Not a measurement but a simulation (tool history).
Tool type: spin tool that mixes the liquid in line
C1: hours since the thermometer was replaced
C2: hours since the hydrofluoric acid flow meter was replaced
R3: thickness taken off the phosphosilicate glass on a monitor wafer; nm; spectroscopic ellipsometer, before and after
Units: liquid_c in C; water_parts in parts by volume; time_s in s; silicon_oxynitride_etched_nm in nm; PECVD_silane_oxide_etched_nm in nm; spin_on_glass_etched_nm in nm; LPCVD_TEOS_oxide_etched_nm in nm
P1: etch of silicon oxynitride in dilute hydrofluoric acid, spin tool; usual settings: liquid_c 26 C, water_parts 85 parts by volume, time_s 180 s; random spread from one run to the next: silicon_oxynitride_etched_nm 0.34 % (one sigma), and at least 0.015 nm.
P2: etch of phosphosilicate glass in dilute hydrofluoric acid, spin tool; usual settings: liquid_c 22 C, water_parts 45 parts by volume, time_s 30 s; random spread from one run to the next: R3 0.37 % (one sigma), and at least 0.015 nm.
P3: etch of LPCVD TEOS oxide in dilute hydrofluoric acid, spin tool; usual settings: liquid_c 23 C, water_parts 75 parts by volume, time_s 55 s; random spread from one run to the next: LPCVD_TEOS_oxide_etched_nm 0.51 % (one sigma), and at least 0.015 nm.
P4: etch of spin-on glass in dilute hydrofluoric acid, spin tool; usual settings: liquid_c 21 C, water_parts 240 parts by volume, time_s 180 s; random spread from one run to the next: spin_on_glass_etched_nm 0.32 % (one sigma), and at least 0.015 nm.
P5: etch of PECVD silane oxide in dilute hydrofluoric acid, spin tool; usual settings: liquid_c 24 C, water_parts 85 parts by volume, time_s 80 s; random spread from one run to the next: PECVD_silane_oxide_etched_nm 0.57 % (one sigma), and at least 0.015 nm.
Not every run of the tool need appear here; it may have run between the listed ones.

{"run": 1, "hour": 5.8, "process": "P1", "liquid_c": 26, "water_parts": 85, "time_s": 180, "C1": 1524.8, "C2": 426.9, "silicon_oxynitride_etched_nm": 11.313}
{"run": 2, "hour": 12.4, "process": "P5", "liquid_c": 24, "water_parts": 85, "time_s": 135, "C1": 1531.4, "C2": 433.5, "PECVD_silane_oxide_etched_nm": 42.672}
{"run": 3, "hour": 17.6, "process": "P5", "liquid_c": 24, "water_parts": 140, "time_s": 80, "C1": 1536.6, "C2": 438.7, "PECVD_silane_oxide_etched_nm": 14.427}
{"run": 4, "hour": 24.5, "process": "P2", "liquid_c": 22, "water_parts": 45, "time_s": 15, "C1": 1543.5, "C2": 445.6, "R3": 24.149}
{"run": 5, "hour": 31.5, "process": "P4", "liquid_c": 21, "water_parts": 240, "time_s": 180, "C1": 1550.5, "C2": 452.6, "spin_on_glass_etched_nm": 15.713}
{"run": 6, "hour": 38.7, "process": "P3", "liquid_c": 17, "water_parts": 75, "time_s": 55, "C1": 1557.7, "C2": 459.8, "LPCVD_TEOS_oxide_etched_nm": 9.3689}
{"run": 7, "hour": 43.5, "process": "P1", "liquid_c": 26, "water_parts": 45, "time_s": 180, "C1": 1562.5, "C2": 464.6, "silicon_oxynitride_etched_nm": 22.175}
{"run": 8, "hour": 48.4, "process": "P3", "liquid_c": 23, "water_parts": 20, "time_s": 55, "C1": 1567.4, "C2": 469.5, "LPCVD_TEOS_oxide_etched_nm": 48.107}
{"run": 9, "hour": 52.5, "process": "P2", "liquid_c": 22, "water_parts": 45, "time_s": 30, "C1": 1571.5, "C2": 473.6, "R3": 48.55}
{"run": 10, "hour": 57.4, "process": "P3", "liquid_c": 23, "water_parts": 75, "time_s": 55, "C1": 1576.4, "C2": 478.5, "LPCVD_TEOS_oxide_etched_nm": 11.997}
{"run": 11, "hour": 61.2, "process": "P2", "liquid_c": 22, "water_parts": 45, "time_s": 30, "C1": 1580.2, "C2": 482.3, "R3": 48.655}
{"run": 12, "hour": 66.9, "process": "P1", "liquid_c": 26, "water_parts": 85, "time_s": 180, "C1": 1585.9, "C2": 488, "silicon_oxynitride_etched_nm": 11.3}
{"run": 13, "hour": 70.4, "process": "P4", "liquid_c": 17, "water_parts": 240, "time_s": 180, "C1": 1589.4, "C2": 491.5, "spin_on_glass_etched_nm": 13.466}
{"run": 14, "hour": 74.5, "process": "P2", "liquid_c": 22, "water_parts": 75, "time_s": 30, "C1": 1593.5, "C2": 495.6, "R3": 28.184}
{"run": 15, "hour": 78.3, "process": "P4", "liquid_c": 21, "water_parts": 240, "time_s": 180, "C1": 1597.3, "C2": 499.4, "spin_on_glass_etched_nm": 15.65}
{"run": 16, "hour": 82.7, "process": "P2", "liquid_c": 30, "water_parts": 45, "time_s": 30, "C1": 1601.7, "C2": 503.8, "R3": 67.199}
{"run": 17, "hour": 88.9, "process": "P4", "liquid_c": 21, "water_parts": 240, "time_s": 300, "C1": 1607.9, "C2": 510, "spin_on_glass_etched_nm": 26.241}
{"run": 18, "hour": 92.5, "process": "P1", "liquid_c": 20, "water_parts": 35, "time_s": 180, "C1": 1611.5, "C2": 513.6, "silicon_oxynitride_etched_nm": 21.315}
{"run": 19, "hour": 98.9, "process": "P4", "liquid_c": 21, "water_parts": 390, "time_s": 180, "C1": 1617.9, "C2": 520, "spin_on_glass_etched_nm": 8.4141}
{"run": 20, "hour": 104.6, "process": "P5", "liquid_c": 24, "water_parts": 85, "time_s": 80, "C1": 1623.6, "C2": 525.7, "PECVD_silane_oxide_etched_nm": 24.992}
{"run": 21, "hour": 110.6, "process": "P1", "liquid_c": 18, "water_parts": 85, "time_s": 180, "C1": 1629.6, "C2": 531.7, "silicon_oxynitride_etched_nm": 7.7479}
{"run": 22, "hour": 115.3, "process": "P1", "liquid_c": 26, "water_parts": 85, "time_s": 180, "C1": 1634.3, "C2": 536.4, "silicon_oxynitride_etched_nm": 11.3}
{"run": 23, "hour": 120.5, "process": "P1", "liquid_c": 26, "water_parts": 140, "time_s": 180, "C1": 1639.5, "C2": 541.6, "silicon_oxynitride_etched_nm": 6.5458}
{"run": 24, "hour": 124.5, "process": "P5", "liquid_c": 17, "water_parts": 85, "time_s": 80, "C1": 1643.5, "C2": 545.6, "PECVD_silane_oxide_etched_nm": 18.701}
{"run": 25, "hour": 129.0, "process": "P1", "liquid_c": 26, "water_parts": 85, "time_s": 325, "C1": 1648, "C2": 550.1, "silicon_oxynitride_etched_nm": 20.463}
{"run": 26, "hour": 136.4, "process": "P1", "liquid_c": 26, "water_parts": 135, "time_s": 310, "C1": 1655.4, "C2": 557.5, "silicon_oxynitride_etched_nm": 11.736}
{"run": 27, "hour": 142.5, "process": "P3", "liquid_c": 23, "water_parts": 75, "time_s": 15, "C1": 1661.5, "C2": 563.6, "LPCVD_TEOS_oxide_etched_nm": 3.2308}
{"run": 28, "hour": 146.3, "process": "P1", "liquid_c": 26, "water_parts": 85, "time_s": 180, "C1": 1665.3, "C2": 567.4, "silicon_oxynitride_etched_nm": 11.221}
{"run": 29, "hour": 151.8, "process": "P5", "liquid_c": 24, "water_parts": 85, "time_s": 80, "C1": 1670.8, "C2": 572.9, "PECVD_silane_oxide_etched_nm": 25.453}
{"run": 30, "hour": 155.5, "process": "P1", "liquid_c": 26, "water_parts": 85, "time_s": 15, "C1": 1674.5, "C2": 576.6, "silicon_oxynitride_etched_nm": 0.93356}
{"run": 31, "hour": 160.7, "process": "P1", "liquid_c": 34, "water_parts": 85, "time_s": 180, "C1": 1679.7, "C2": 581.8, "silicon_oxynitride_etched_nm": 16.288}
{"run": 32, "hour": 165.1, "process": "P1", "liquid_c": 26, "water_parts": 85, "time_s": 180, "C1": 1684.1, "C2": 586.2, "silicon_oxynitride_etched_nm": 11.347}
{"run": 33, "hour": 171.7, "process": "P1", "liquid_c": 26, "water_parts": 85, "time_s": 180, "C1": 1690.7, "C2": 592.8, "silicon_oxynitride_etched_nm": 11.638}
{"run": 34, "hour": 176.0, "process": "P1", "liquid_c": 26, "water_parts": 85, "time_s": 180, "C1": 1695, "C2": 597.1, "silicon_oxynitride_etched_nm": 11.894}
{"run": 35, "hour": 180.8, "process": "P1", "liquid_c": 26, "water_parts": 85, "time_s": 180, "C1": 1699.8, "C2": 601.9, "silicon_oxynitride_etched_nm": 11.9}
{"run": 36, "hour": 184.5, "process": "P1", "liquid_c": 26, "water_parts": 85, "time_s": 180, "C1": 1703.5, "C2": 605.6, "silicon_oxynitride_etched_nm": 12.045}
{"run": 37, "hour": 190.7, "process": "P1", "liquid_c": 26, "water_parts": 85, "time_s": 180, "C1": 1709.7, "C2": 611.8, "silicon_oxynitride_etched_nm": 12.172}
{"run": 38, "hour": 195.2, "process": "P1", "liquid_c": 26, "water_parts": 85, "time_s": 180, "C1": 1714.2, "C2": 616.3, "silicon_oxynitride_etched_nm": 12.082}
{"run": 39, "hour": 199.9, "process": "P1", "liquid_c": 26, "water_parts": 85, "time_s": 180, "C1": 1718.9, "C2": 621, "silicon_oxynitride_etched_nm": 12.195}
{"run": 40, "hour": 203.4, "process": "P1", "liquid_c": 26, "water_parts": 85, "time_s": 180, "C1": 1722.4, "C2": 624.5, "silicon_oxynitride_etched_nm": 12.176}
{"run": 41, "hour": 208.9, "process": "P1", "liquid_c": 26, "water_parts": 85, "time_s": 180, "C1": 1727.9, "C2": 630, "silicon_oxynitride_etched_nm": 12.241}
{"run": 42, "hour": 212.3, "process": "P1", "liquid_c": 26, "water_parts": 85, "time_s": 180, "C1": 1731.3, "C2": 633.4, "silicon_oxynitride_etched_nm": 12.252}
{"run": 43, "hour": 217.2, "process": "P1", "liquid_c": 26, "water_parts": 85, "time_s": 180, "C1": 1736.2, "C2": 638.3, "silicon_oxynitride_etched_nm": 12.282}

What P1 gives has crept away from where it was. These 2 causes fit the log equally well, each at the size given:
A: hydrofluoric acid flow above the setpoint (%) = 7.48
B: liquid hotter than its thermometer reads (K) = 1.67
The creep began at about hour 165.1.

Of the 4 check runs listed below, each run on one wafer and each result written as a question mark, which would let you distinguish the listed causes because they would give clearly different results?
{"run": "check 1", "hour": 222.1, "process": "P4", "liquid_c": 17, "water_parts": 380, "time_s": 180, "spin_on_glass_etched_nm": "?"}
{"run": "check 2", "hour": 222.1, "process": "P5", "liquid_c": 17, "water_parts": 85, "time_s": 80, "PECVD_silane_oxide_etched_nm": "?"}
{"run": "check 3", "hour": 222.1, "process": "P2", "liquid_c": 22, "water_parts": 65, "time_s": 30, "R3": "?"}
{"run": "check 4", "hour": 222.1, "process": "P3", "liquid_c": 17, "water_parts": 75, "time_s": 55, "LPCVD_TEOS_oxide_etched_nm": "?"}

If the cause were each of the candidates in turn, the checks would give the following:
check=check_1 result=spin_on_glass_etched_nm if_A=8.2966 if_B=8.0277
check=check_2 result=PECVD_silane_oxide_etched_nm if_A=20.431 if_B=20.269
check=check_3 result=R3 if_A=35.414 if_B=35.093
check=check_4 result=LPCVD_TEOS_oxide_etched_nm if_A=10.113 if_B=10.044
Smallest distance between any two causes, each pair judged by its most separating result, in per cent: check 1 3.29 %; check 2 0.79 %; check 3 0.91 %; check 4 0.68 %
The causes can be told apart only by check 1. The other checks would give nearly the same results under each of them.

After running check 1, the following was obtained: spin_on_glass_etched_nm 8.3614 nm. Which cause does this point to?

It is A: hydrofluoric acid flow above the setpoint (%).

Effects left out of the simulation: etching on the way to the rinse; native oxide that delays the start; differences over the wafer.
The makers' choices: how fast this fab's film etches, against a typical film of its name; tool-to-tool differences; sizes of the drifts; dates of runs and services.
